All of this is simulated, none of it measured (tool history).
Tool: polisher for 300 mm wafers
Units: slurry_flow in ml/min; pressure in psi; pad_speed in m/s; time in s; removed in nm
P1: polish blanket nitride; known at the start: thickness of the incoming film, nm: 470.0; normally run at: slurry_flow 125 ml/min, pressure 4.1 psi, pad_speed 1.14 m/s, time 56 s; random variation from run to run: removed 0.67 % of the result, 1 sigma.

| run | hour | slurry_flow | pressure | pad_speed | time | wafers polished on this pad | hours since the slurry nozzle was cleaned | hours since the head pressure was calibrated | removed |
|---|---|---|---|---|---|---|---|---|---|
| 1 | 7.3 | 125 | 4.1 | 1.14 | 56 | 210 | 103.8 | 175.9 | 111.71 |
| 2 | 13.1 | 190 | 4.1 | 1.14 | 56 | 293 | 109.6 | 181.7 | 120.67 |
| 3 | 19.7 | 125 | 4.1 | 1.78 | 56 | 387 | 116.2 | 188.3 | 161.17 |
| 4 | 25.8 | 75 | 4.1 | 1.64 | 56 | 474 | 122.3 | 194.4 | 130.37 |
| 5 | 37 | 125 | 4.1 | 1.14 | 56 | 634 | 133.5 | 205.6 | 113.2 |
| 6 | 44.8 | 125 | 4.1 | 1.14 | 56 | 745 | 141.3 | 213.4 | 112.33 |
| 7 | 49.9 | 125 | 4.1 | 1.14 | 56 | 818 | 146.4 | 218.5 | 112.36 |
| 8 | 59.1 | 125 | 4.1 | 1.14 | 89 | 949 | 155.6 | 227.7 | 177.05 |
|  | 60 | slurry nozzle cleaned |
| 9 | 69.1 | 75 | 4.1 | 1.14 | 56 | 1092 | 9.2 | 237.7 | 98.56 |
| 10 | 74.2 | 125 | 4.1 | 1.14 | 25 | 1165 | 14.3 | 242.8 | 50.613 |
| 11 | 83.6 | 125 | 2 | 1.14 | 56 | 1299 | 23.7 | 252.2 | 54.281 |
| 12 | 89.5 | 125 | 4.1 | 1.14 | 56 | 1383 | 29.6 | 258.1 | 112.66 |
| 13 | 98.1 | 125 | 4.1 | 1.14 | 56 | 1506 | 38.2 | 266.7 | 112.19 |
| 14 | 104.7 | 125 | 6.2 | 1.14 | 56 | 1600 | 44.8 | 273.3 | 171.93 |
| 15 | 112.4 | 125 | 4.1 | 1.14 | 56 | 1710 | 52.5 | 281 | 113.1 |
| 16 | 121.9 | 125 | 4.1 | 0.52 | 56 | 1846 | 62 | 290.5 | 59.77 |
| 17 | 129.1 | 125 | 4.1 | 1.14 | 56 | 1949 | 69.2 | 297.7 | 111.11 |

The next listed run, before its measurement:
| 18 | 138.3 | 125 | 4.1 | 1.14 | 56 | 2080 | 78.4 | 306.9 | ? |

{"run 18": {"removed": 109.76}}

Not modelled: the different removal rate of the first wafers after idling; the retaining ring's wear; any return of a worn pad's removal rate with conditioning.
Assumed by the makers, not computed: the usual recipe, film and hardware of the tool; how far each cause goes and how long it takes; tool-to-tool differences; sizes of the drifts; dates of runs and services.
